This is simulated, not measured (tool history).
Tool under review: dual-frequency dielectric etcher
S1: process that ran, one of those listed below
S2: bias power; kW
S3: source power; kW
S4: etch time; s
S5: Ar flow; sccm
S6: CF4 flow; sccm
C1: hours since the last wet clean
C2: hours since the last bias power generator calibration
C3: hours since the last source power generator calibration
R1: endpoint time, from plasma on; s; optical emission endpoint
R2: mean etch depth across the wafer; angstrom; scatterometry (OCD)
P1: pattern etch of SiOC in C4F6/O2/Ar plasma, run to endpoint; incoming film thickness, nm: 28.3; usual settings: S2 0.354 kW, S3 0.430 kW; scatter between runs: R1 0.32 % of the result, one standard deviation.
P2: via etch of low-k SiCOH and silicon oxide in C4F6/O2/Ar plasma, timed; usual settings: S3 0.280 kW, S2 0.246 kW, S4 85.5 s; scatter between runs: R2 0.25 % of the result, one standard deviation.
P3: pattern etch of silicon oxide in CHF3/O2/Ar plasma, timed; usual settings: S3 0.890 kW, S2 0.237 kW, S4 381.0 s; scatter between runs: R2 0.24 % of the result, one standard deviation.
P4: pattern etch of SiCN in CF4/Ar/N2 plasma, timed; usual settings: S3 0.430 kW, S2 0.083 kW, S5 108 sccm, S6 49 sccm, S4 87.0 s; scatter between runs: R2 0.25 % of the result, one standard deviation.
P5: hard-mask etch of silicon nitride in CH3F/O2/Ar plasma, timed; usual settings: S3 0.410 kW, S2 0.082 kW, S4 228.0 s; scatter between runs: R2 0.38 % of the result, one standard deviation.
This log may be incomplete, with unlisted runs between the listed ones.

run,hour,S1,S2,S3,S4,S5,S6,C1,C2,C3,R1,R2
1,5.4,P1,0.354,0.430,,,,138.4,2176.0,967.3,10.7790,
2,8.6,P5,0.082,0.280,228.0,,,141.6,2179.2,970.5,,1481.30
3,13.1,P3,0.334,0.890,381.0,,,146.1,2183.7,975.0,,10956.00
4,19.7,P4,0.054,0.430,87.0,108,49,152.7,2190.3,981.6,,603.38
5,23.3,P5,0.082,0.410,312.0,,,156.3,2193.9,985.2,,2340.00
6,30.3,P1,0.228,0.290,,,,163.3,2200.9,992.2,14.5800,
7,36.6,P1,0.354,0.430,,,,169.6,2207.2,998.5,10.7510,
8,43.5,P5,0.082,0.410,228.0,,,176.5,2214.1,1005.4,,1718.20
9,49.3,P5,0.050,0.410,228.0,,,182.3,2219.9,1011.2,,1447.80
10,53.0,P1,0.354,0.580,,,,186.0,2223.6,1014.9,9.6294,
11,58.0,P3,0.237,0.890,568.5,,,191.0,2228.6,1019.9,,14515.00
12,61.7,P1,0.224,0.570,,,,194.7,2232.3,1023.6,11.2430,
13,65.3,P4,0.083,0.430,87.0,108,64,198.3,2235.9,1027.2,,737.43
14,71.8,P1,0.354,0.320,,,,204.8,2242.4,1033.7,12.0410,
15,76.3,P3,0.237,0.890,381.0,,,209.3,2246.9,1038.2,,9717.90
16,79.9,P2,0.190,0.280,85.5,,,212.9,2250.5,1041.8,,2121.90
17,86.8,P3,0.237,0.890,381.0,,,219.8,2257.4,1048.7,,9725.50
18,90.6,P1,0.354,0.430,,,,223.6,2261.2,1052.5,10.7850,
19,97.5,P3,0.237,0.700,381.0,,,230.5,2268.1,1059.4,,8843.20
20,103.0,P1,0.434,0.330,,,,236.0,2273.6,1064.9,11.0640,
21,108.5,P1,0.354,0.430,,,,241.5,2279.1,1070.4,10.7610,
22,114.3,P2,0.246,0.280,85.5,,,247.3,2284.9,1076.2,,2305.20
23,121.5,P1,0.434,0.430,,,,254.5,2292.1,1083.4,9.9791,
24,125.0,P2,0.246,0.280,47.0,,,258.0,2295.6,1086.9,,1263.10
25,131.7,P4,0.083,0.430,87.0,64,49,264.7,2302.3,1093.6,,762.98
26,137.8,P2,0.246,0.280,85.5,,,270.8,2308.4,1099.7,,2308.80
27,143.0,P2,0.246,0.190,85.5,,,276.0,2313.6,1104.9,,1990.70
28,147.3,P4,0.083,0.430,122.5,108,49,280.3,2317.9,1109.2,,1000.50
29,154.2,P1,0.255,0.430,,,,287.2,2324.8,1116.1,12.1010,
30,157.5,P1,0.354,0.430,,,,290.5,2328.1,1119.4,10.7230,
31,163.4,P1,0.354,0.430,,,,296.4,2334.0,1125.3,10.8120,
32,170.1,P4,0.083,0.430,87.0,108,49,303.1,2340.7,1132.0,,711.99
33,175.6,P4,0.083,0.250,87.0,108,49,308.6,2346.2,1137.5,,443.00
34,180.6,P1,0.354,0.430,,,,313.6,2351.2,1142.5,10.8150,
35,184.2,P1,0.354,0.430,,,,317.2,2354.8,1146.1,10.7030,
36,190.2,P1,0.354,0.430,,,,323.2,2360.8,1152.1,10.6530,
37,195.5,P1,0.354,0.430,,,,328.5,2366.1,1157.4,10.5730,
38,202.1,P1,0.354,0.430,,,,335.1,2372.7,1164.0,10.5780,
39,209.3,P1,0.354,0.430,,,,342.3,2379.9,1171.2,10.6140,
40,214.1,P1,0.354,0.430,,,,347.1,2384.7,1176.0,10.5630,
# hour 218.7: wet clean of the chamber
41,218.7,P1,0.354,0.430,,,,0.0,2389.3,1180.6,10.6130,
42,224.4,P1,0.354,0.430,,,,5.7,2395.0,1186.3,10.6050,
43,231.7,P1,0.354,0.430,,,,13.0,2402.3,1193.6,10.5820,

The output of P1 has drifted from where it used to be. Each of the 2 causes below, taken at the size shown beside it, accounts for the log equally well:
A: source power that arrives over what is set, % = 4.32
B: bias power that arrives over what is set, % = 4.6
Onset of the creep was near hour 180.6.
Why every other cause is out:
chamber walls in a state that raises the etch rate, %: serviced at hour 218.7, after the drift had started, without restoring the earlier output

Which of the 4 check runs listed below separates the causes, so that each cause would produce a clearly different result? Each run uses one wafer, and its results are marked with question marks.
check 1,239.0,P5,0.062,0.410,294.0,,,,,,,?
check 2,239.0,P4,0.083,0.370,87.0,75,49,,,,,?
check 3,239.0,P3,0.315,0.890,381.0,,,,,,,?
check 4,239.0,P2,0.246,0.220,85.5,,,,,,,?

Expected result of each check under each candidate cause:
check,result,if A,if B
check 1,R2,2040.20,2037.60
check 2,R2,680.47,666.71
check 3,R2,10899.00,10905.00
check 4,R2,2140.20,2139.80
Per-check spread between the two closest causes, in the result where they differ most: check 1 0.13 %; check 2 2.04 %; check 3 0.06 %; check 4 0.02 %
Check 2 tells the causes apart: in the others they would give nearly the same result.

Running check 2 produced the following: R2 677.35 angstrom. Which one of the listed causes fits?

A is the cause: source power that arrives over what is set, %.

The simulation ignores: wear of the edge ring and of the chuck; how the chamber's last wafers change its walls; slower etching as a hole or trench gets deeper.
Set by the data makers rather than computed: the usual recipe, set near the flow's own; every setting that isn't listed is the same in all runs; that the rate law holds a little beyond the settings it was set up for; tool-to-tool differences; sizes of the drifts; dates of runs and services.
